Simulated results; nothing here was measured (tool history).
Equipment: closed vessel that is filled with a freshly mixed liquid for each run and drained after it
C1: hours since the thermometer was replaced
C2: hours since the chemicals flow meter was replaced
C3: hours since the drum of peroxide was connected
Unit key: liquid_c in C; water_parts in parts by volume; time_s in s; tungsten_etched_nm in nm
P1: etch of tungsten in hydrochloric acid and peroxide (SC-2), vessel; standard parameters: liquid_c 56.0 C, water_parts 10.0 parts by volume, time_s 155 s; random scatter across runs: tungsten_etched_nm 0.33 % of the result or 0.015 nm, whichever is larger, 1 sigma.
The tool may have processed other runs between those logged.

{"run": 1, "hour": 15.4, "liquid_c": 56.0, "water_parts": 10.0, "time_s": 155, "C1": 480.5, "C2": 120.4, "C3": 196.4, "tungsten_etched_nm": 41.498}
{"run": 2, "hour": 26.3, "liquid_c": 56.0, "water_parts": 17.5, "time_s": 155, "C1": 491.4, "C2": 131.3, "C3": 207.3, "tungsten_etched_nm": 25.617}
{"run": 3, "hour": 40.7, "liquid_c": 56.0, "water_parts": 4.0, "time_s": 155, "C1": 505.8, "C2": 145.7, "C3": 221.7, "tungsten_etched_nm": 82.849}
{"run": 4, "hour": 52.6, "liquid_c": 56.0, "water_parts": 10.0, "time_s": 155, "C1": 517.7, "C2": 157.6, "C3": 233.6, "tungsten_etched_nm": 41.43}
{"run": 5, "hour": 69.7, "liquid_c": 56.0, "water_parts": 10.0, "time_s": 155, "C1": 534.8, "C2": 174.7, "C3": 250.7, "tungsten_etched_nm": 41.541}
{"run": 6, "hour": 86.4, "liquid_c": 72.0, "water_parts": 10.0, "time_s": 155, "C1": 551.5, "C2": 191.4, "C3": 267.4, "tungsten_etched_nm": 110.43}
{"run": 7, "hour": 98.8, "liquid_c": 56.0, "water_parts": 10.0, "time_s": 155, "C1": 563.9, "C2": 203.8, "C3": 279.8, "tungsten_etched_nm": 41.362}
{"run": 8, "hour": 111.7, "liquid_c": 56.0, "water_parts": 10.0, "time_s": 280, "C1": 576.8, "C2": 216.7, "C3": 292.7, "tungsten_etched_nm": 75.243}
{"run": 9, "hour": 126.5, "liquid_c": 56.0, "water_parts": 10.0, "time_s": 30, "C1": 591.6, "C2": 231.5, "C3": 307.5, "tungsten_etched_nm": 8.017}
{"run": 10, "hour": 140.1, "liquid_c": 56.0, "water_parts": 10.0, "time_s": 155, "C1": 605.2, "C2": 245.1, "C3": 321.1, "tungsten_etched_nm": 41.345}
{"run": 11, "hour": 154.3, "liquid_c": 39.5, "water_parts": 10.0, "time_s": 155, "C1": 619.4, "C2": 259.3, "C3": 335.3, "tungsten_etched_nm": 13.605}
{"run": 12, "hour": 170.3, "liquid_c": 43.5, "water_parts": 10.0, "time_s": 235, "C1": 635.4, "C2": 275.3, "C3": 351.3, "tungsten_etched_nm": 27.053}
{"run": 13, "hour": 180.1, "liquid_c": 56.0, "water_parts": 10.0, "time_s": 155, "C1": 645.2, "C2": 285.1, "C3": 361.1, "tungsten_etched_nm": 41.343}
{"run": 14, "hour": 195.0, "liquid_c": 42.0, "water_parts": 10.0, "time_s": 245, "C1": 660.1, "C2": 300.0, "C3": 376.0, "tungsten_etched_nm": 25.45}
{"run": 15, "hour": 208.5, "liquid_c": 41.5, "water_parts": 10.0, "time_s": 45, "C1": 673.6, "C2": 313.5, "C3": 389.5, "tungsten_etched_nm": 4.5603}
{"run": 16, "hour": 218.8, "liquid_c": 56.0, "water_parts": 10.0, "time_s": 155, "C1": 683.9, "C2": 323.8, "C3": 399.8, "tungsten_etched_nm": 41.133}
{"run": 17, "hour": 231.3, "liquid_c": 56.0, "water_parts": 10.0, "time_s": 155, "C1": 696.4, "C2": 336.3, "C3": 412.3, "tungsten_etched_nm": 40.386}
{"run": 18, "hour": 241.3, "liquid_c": 56.0, "water_parts": 10.0, "time_s": 155, "C1": 706.4, "C2": 346.3, "C3": 422.3, "tungsten_etched_nm": 39.788}
{"run": 19, "hour": 253.6, "liquid_c": 56.0, "water_parts": 10.0, "time_s": 155, "C1": 718.7, "C2": 358.6, "C3": 434.6, "tungsten_etched_nm": 39.286}
{"run": 20, "hour": 270.6, "liquid_c": 56.0, "water_parts": 10.0, "time_s": 155, "C1": 735.7, "C2": 375.6, "C3": 451.6, "tungsten_etched_nm": 38.699}
{"run": 21, "hour": 284.3, "liquid_c": 56.0, "water_parts": 10.0, "time_s": 155, "C1": 749.4, "C2": 389.3, "C3": 465.3, "tungsten_etched_nm": 38.647}
{"hour": 286.6, "done": "new drum of peroxide connected"}
{"run": 22, "hour": 295.9, "liquid_c": 56.0, "water_parts": 10.0, "time_s": 155, "C1": 761.0, "C2": 400.9, "C3": 9.4, "tungsten_etched_nm": 38.403}
{"run": 23, "hour": 310.1, "liquid_c": 56.0, "water_parts": 10.0, "time_s": 155, "C1": 775.2, "C2": 415.1, "C3": 23.6, "tungsten_etched_nm": 38.067}
{"run": 24, "hour": 322.9, "liquid_c": 56.0, "water_parts": 10.0, "time_s": 155, "C1": 788.0, "C2": 427.9, "C3": 36.4, "tungsten_etched_nm": 38.104}
{"run": 25, "hour": 338.1, "liquid_c": 56.0, "water_parts": 10.0, "time_s": 155, "C1": 803.2, "C2": 443.1, "C3": 51.6, "tungsten_etched_nm": 38.082}
{"run": 26, "hour": 355.5, "liquid_c": 56.0, "water_parts": 10.0, "time_s": 155, "C1": 820.6, "C2": 460.5, "C3": 69.0, "tungsten_etched_nm": 38.238}
{"run": 27, "hour": 372.8, "liquid_c": 56.0, "water_parts": 10.0, "time_s": 155, "C1": 837.9, "C2": 477.8, "C3": 86.3, "tungsten_etched_nm": 37.851}

What P1 gives has crept away from where it was. These 2 causes fit the log equally well, each at the size given:
A: chemicals flow below the setpoint (%) = 9.94
B: liquid colder than its thermometer reads (K) = 1.37
The process output started creeping at around hour 218.8.
All other causes, with the reason each is excluded:
peroxide weaker than its label (%): serviced at hour 286.6, after the change had begun; the process did not return to its earlier output

Which of the 4 check runs listed below, each an average over 2 wafers with its results shown as question marks, gives clearly different results under the different listed causes?
{"run": "check 1", "hour": 390.1, "liquid_c": 71.0, "water_parts": 7.0, "time_s": 155, "tungsten_etched_nm": "?"}
{"run": "check 2", "hour": 390.1, "liquid_c": 56.0, "water_parts": 17.0, "time_s": 155, "tungsten_etched_nm": "?"}
{"run": "check 3", "hour": 390.1, "liquid_c": 47.0, "water_parts": 4.0, "time_s": 155, "tungsten_etched_nm": "?"}
{"run": "check 4", "hour": 390.1, "liquid_c": 47.5, "water_parts": 16.5, "time_s": 155, "tungsten_etched_nm": "?"}

Expected result of each check under each candidate cause:
check=check_1 result=tungsten_etched_nm if_A=127.9000 if_B=128.0900
check=check_2 result=tungsten_etched_nm if_A=23.8130 if_B=23.9510
check=check_3 result=tungsten_etched_nm if_A=42.5850 if_B=41.6350
check=check_4 result=tungsten_etched_nm if_A=13.9630 if_B=13.9730
Gap, in per cent, between the two causes that each check separates least, read from the result that separates them most: check 1 0.15 %; check 2 0.57 %; check 3 2.25 %; check 4 0.07 %
Check 3 distinguishes between the causes, while the remaining checks would return nearly the same result for all of them.

Here is what check 3 returned: tungsten_etched_nm 41.7390 nm. Which cause is it?

It is B: liquid colder than its thermometer reads (K).
